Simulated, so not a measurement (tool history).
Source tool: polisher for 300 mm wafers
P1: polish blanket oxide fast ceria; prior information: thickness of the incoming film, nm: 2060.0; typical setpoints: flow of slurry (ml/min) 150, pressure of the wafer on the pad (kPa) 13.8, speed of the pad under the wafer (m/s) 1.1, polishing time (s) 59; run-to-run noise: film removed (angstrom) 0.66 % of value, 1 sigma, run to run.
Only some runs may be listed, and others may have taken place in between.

run   hour  flow of slurry (ml/min)  pressure of the wafer on the pad (kPa)  speed of the pad under the wafer (m/s)  polishing time (s)  wafers polished on this pad  hours since the slurry nozzle was cleaned  hours since the head pressure was calibrated  film removed (angstrom)
  1   11.3                      150                                    13.8                                     1.1                  59                          557                                      327.1                                         316.6                   7115.4
  2   17.1                      150                                     8.3                                     1.1                  73                          631                                      332.9                                         322.4                     5224
  3   23.4                      150                                    13.8                                     1.1                  59                          711                                      339.2                                         328.7                   7008.4
  4   34.8                       90                                    13.8                                     1.1                  75                          856                                      350.6                                         340.1                   7973.7
  5   43.5                      150                                    13.8                                     1.1                  34                          967                                      359.3                                         348.8                   4091.1
  6   53.7                      150                                    13.8                                     1.1                  59                         1096                                      369.5                                           359                   7096.3
  7   60.8                      150                                    13.8                                    1.58                  59                         1187                                      376.6                                         366.1                    10238
      67.4  -- slurry nozzle cleaned
  8   71.3                      150                                    13.8                                     0.5                  59                         1320                                        3.9                                         376.6                   3227.5
  9   81.2                       90                                    13.8                                     1.1                  59                         1446                                       13.8                                         386.5                   6326.6
 10   92.4                      150                                     6.2                                     1.1                  59                         1589                                         25                                         397.7                   3215.9
 11  102.3                      190                                    13.8                                     1.1                  59                         1715                                       34.9                                         407.6                   7386.2
 12  107.4                      150                                    13.8                                     1.1                  59                         1779                                         40                                         412.7                     7040
     116.5  -- head pressure recalibrated
 13  118.2                      150                                    17.9                                     1.1                  59                         1917                                       50.8                                           1.8                   9192.4
 14  123.3                      150                                    13.8                                     1.1                  76                         1982                                       55.9                                           6.9                     9007
 15  129.8                      150                                    13.8                                     1.1                  59                         2064                                       62.4                                          13.4                   7142.6
 16  140.7                      150                                    13.8                                     1.1                  59                         2203                                       73.3                                          24.3                   7060.6
 17  147.1                      150                                    13.8                                     1.1                  59                         2284                                       79.7                                          30.7                   6808.5
 18  154.4                      150                                    13.8                                     1.1                  59                         2377                                         87                                            38                   6636.6
     156.3  -- head pressure recalibrated
 19  160.9                      150                                    13.8                                     1.1                  59                         2460                                       93.5                                           4.6                   6579.7
 20    169                      150                                    13.8                                     1.1                  59                         2563                                      101.6                                          12.7                   6508.7
 21  176.6                      150                                    13.8                                     1.1                  59                         2660                                      109.2                                          20.3                     6490
 22  184.3                      150                                    13.8                                     1.1                  59                         2757                                      116.9                                            28                   6560.8

P1 has crept away from where it was. The log is fitted equally well by each of these 2 causes, at the sizes shown:
A: slurry flow missing at the pad, % = 34.1
B: removal rate lost through wear of the pad, % = 8.43
At approximately hour 140.7, the process output began to creep.
Other possible causes, and why each is ruled out:
head's pressure below its setpoint, %: serviced at hour 156.3, which brought nothing back

4 check runs are offered, one wafer each, their results left as question marks. Which one tells the causes apart?
check 1   192                       90                                     9.7                                     1.1                  59                                                                                                                                              ?
check 2   192                      150                                      11                                    0.78                  59                                                                                                                                              ?
check 3   192                      150                                     6.9                                     1.1                  59                                                                                                                                              ?
check 4   192                      150                                    17.9                                     1.1                  59                                                                                                                                              ?

What every check run would give for each of its results, assuming each possible cause in turn:
  check                   result    if A    if B
check 1  film removed (angstrom)  3858.9  4054.6
check 2  film removed (angstrom)  3678.2  3678.4
check 3  film removed (angstrom)    3242  3242.2
check 4  film removed (angstrom)  8429.3  8429.7
Smallest distance between any two causes, each pair judged by its most separating result, in per cent: check 1 4.95 %; check 2 0.01 %; check 3 0.01 %; check 4 0.01 %
Check 1 is the one run that separates the causes; every other check would come out nearly the same whichever cause is at work.

With check 1 done, the readings were: film removed (angstrom) 4109.4. Identify which of the listed causes applies.

B is the cause: removal rate lost through wear of the pad, %.
